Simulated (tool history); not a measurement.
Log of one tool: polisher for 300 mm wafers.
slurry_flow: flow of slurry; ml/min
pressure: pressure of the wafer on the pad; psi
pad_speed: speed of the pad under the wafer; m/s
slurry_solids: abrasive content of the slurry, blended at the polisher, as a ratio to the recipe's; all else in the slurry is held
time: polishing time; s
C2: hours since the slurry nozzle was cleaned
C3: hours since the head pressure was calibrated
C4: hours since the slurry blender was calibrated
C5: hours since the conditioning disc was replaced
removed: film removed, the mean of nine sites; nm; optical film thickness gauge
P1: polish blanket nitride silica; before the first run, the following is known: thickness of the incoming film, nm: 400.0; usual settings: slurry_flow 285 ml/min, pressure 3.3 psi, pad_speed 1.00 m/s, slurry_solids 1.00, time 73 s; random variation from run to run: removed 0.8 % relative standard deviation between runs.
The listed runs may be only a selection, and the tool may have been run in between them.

run 1 hour=13.4 | slurry_flow=285 pressure=3.3 pad_speed=1.00 slurry_solids=1.00 time=73 | wafers_polished_on_this_pad=494 C2=205.3 C3=842.3 C4=70.6 C5=121.8 | removed=43.422
run 2 hour=25.7 | slurry_flow=285 pressure=3.3 pad_speed=1.00 slurry_solids=1.00 time=111 | wafers_polished_on_this_pad=618 C2=217.6 C3=854.6 C4=82.9 C5=134.1 | removed=68.253
run 3 hour=39.1 | slurry_flow=285 pressure=3.3 pad_speed=1.00 slurry_solids=1.00 time=73 | wafers_polished_on_this_pad=753 C2=231.0 C3=868.0 C4=96.3 C5=147.5 | removed=44.884
run 4 hour=51.9 | slurry_flow=285 pressure=2.0 pad_speed=1.00 slurry_solids=1.00 time=73 | wafers_polished_on_this_pad=883 C2=243.8 C3=880.8 C4=109.1 C5=160.3 | removed=26.752
run 5 hour=66.9 | slurry_flow=390 pressure=3.3 pad_speed=1.00 slurry_solids=1.00 time=73 | wafers_polished_on_this_pad=1034 C2=258.8 C3=895.8 C4=124.1 C5=175.3 | removed=45.179
run 6 hour=75.3 | slurry_flow=285 pressure=3.3 pad_speed=1.00 slurry_solids=1.00 time=73 | wafers_polished_on_this_pad=1119 C2=267.2 C3=904.2 C4=132.5 C5=183.7 | removed=43.676
run 7 hour=90.6 | slurry_flow=285 pressure=5.0 pad_speed=1.00 slurry_solids=1.00 time=73 | wafers_polished_on_this_pad=1274 C2=282.5 C3=919.5 C4=147.8 C5=199.0 | removed=67.648
run 8 hour=104.3 | slurry_flow=285 pressure=3.3 pad_speed=1.00 slurry_solids=1.00 time=73 | wafers_polished_on_this_pad=1412 C2=296.2 C3=933.2 C4=161.5 C5=212.7 | removed=44.216
-- hour=113.5 slurry blender recalibrated
run 9 hour=118.6 | slurry_flow=285 pressure=4.7 pad_speed=0.54 slurry_solids=1.00 time=73 | wafers_polished_on_this_pad=1556 C2=310.5 C3=947.5 C4=5.2 C5=227.0 | removed=38.705
run 10 hour=128.1 | slurry_flow=285 pressure=1.9 pad_speed=0.48 slurry_solids=1.00 time=73 | wafers_polished_on_this_pad=1652 C2=320.0 C3=957.0 C4=14.7 C5=236.5 | removed=14.101
run 11 hour=137.1 | slurry_flow=285 pressure=3.3 pad_speed=1.00 slurry_solids=1.35 time=73 | wafers_polished_on_this_pad=1743 C2=329.0 C3=966.0 C4=23.7 C5=245.5 | removed=50.016
run 12 hour=148.8 | slurry_flow=285 pressure=3.3 pad_speed=1.00 slurry_solids=1.00 time=73 | wafers_polished_on_this_pad=1861 C2=340.7 C3=977.7 C4=35.4 C5=257.2 | removed=44.219
run 13 hour=160.2 | slurry_flow=285 pressure=3.3 pad_speed=1.00 slurry_solids=1.00 time=41 | wafers_polished_on_this_pad=1977 C2=352.1 C3=989.1 C4=46.8 C5=268.6 | removed=24.617
run 14 hour=169.2 | slurry_flow=285 pressure=3.3 pad_speed=1.00 slurry_solids=1.00 time=73 | wafers_polished_on_this_pad=2067 C2=361.1 C3=998.1 C4=55.8 C5=277.6 | removed=44.162
run 15 hour=180.0 | slurry_flow=285 pressure=3.3 pad_speed=1.42 slurry_solids=1.00 time=73 | wafers_polished_on_this_pad=2177 C2=371.9 C3=1008.9 C4=66.6 C5=288.4 | removed=58.716
run 16 hour=194.1 | slurry_flow=285 pressure=3.3 pad_speed=1.00 slurry_solids=1.00 time=73 | wafers_polished_on_this_pad=2319 C2=386.0 C3=1023.0 C4=80.7 C5=302.5 | removed=44.203
run 17 hour=201.3 | slurry_flow=285 pressure=3.3 pad_speed=1.00 slurry_solids=0.50 time=73 | wafers_polished_on_this_pad=2392 C2=393.2 C3=1030.2 C4=87.9 C5=309.7 | removed=30.163
run 18 hour=210.1 | slurry_flow=200 pressure=3.3 pad_speed=1.00 slurry_solids=1.00 time=73 | wafers_polished_on_this_pad=2481 C2=402.0 C3=1039.0 C4=96.7 C5=318.5 | removed=42.863
run 19 hour=217.2 | slurry_flow=285 pressure=3.3 pad_speed=0.56 slurry_solids=1.00 time=73 | wafers_polished_on_this_pad=2552 C2=409.1 C3=1046.1 C4=103.8 C5=325.6 | removed=27.507
run 20 hour=225.1 | slurry_flow=285 pressure=3.3 pad_speed=1.00 slurry_solids=1.00 time=73 | wafers_polished_on_this_pad=2632 C2=417.0 C3=1054.0 C4=111.7 C5=333.5 | removed=44.547
run 21 hour=238.0 | slurry_flow=285 pressure=3.3 pad_speed=1.00 slurry_solids=1.00 time=73 | wafers_polished_on_this_pad=2762 C2=429.9 C3=1066.9 C4=124.6 C5=346.4 | removed=42.035
run 22 hour=250.3 | slurry_flow=285 pressure=3.3 pad_speed=1.00 slurry_solids=1.00 time=73 | wafers_polished_on_this_pad=2887 C2=442.2 C3=1079.2 C4=136.9 C5=358.7 | removed=42.196
run 23 hour=261.0 | slurry_flow=285 pressure=3.3 pad_speed=1.00 slurry_solids=1.00 time=73 | wafers_polished_on_this_pad=2995 C2=452.9 C3=1089.9 C4=147.6 C5=369.4 | removed=41.162
-- hour=267.6 head pressure recalibrated
-- hour=268.9 conditioning disc replaced and pad reconditioned
run 24 hour=271.9 | slurry_flow=285 pressure=3.3 pad_speed=1.00 slurry_solids=1.00 time=73 | wafers_polished_on_this_pad=3105 C2=463.8 C3=4.4 C4=158.5 C5=3.0 | removed=41.398
-- hour=275.9 slurry nozzle cleaned
run 25 hour=279.6 | slurry_flow=285 pressure=3.3 pad_speed=1.00 slurry_solids=1.00 time=73 | wafers_polished_on_this_pad=3182 C2=3.8 C3=12.1 C4=166.2 C5=10.7 | removed=40.802

Run 26 is up next; what results do you expect?
run 26 hour=291.3 | slurry_flow=285 pressure=3.3 pad_speed=1.00 slurry_solids=1.00 time=73 | wafers_polished_on_this_pad=3301 C2=15.5 C3=23.8 C4=177.9 C5=22.4 | removed=?

{"run 26": {"removed": 41.021}}
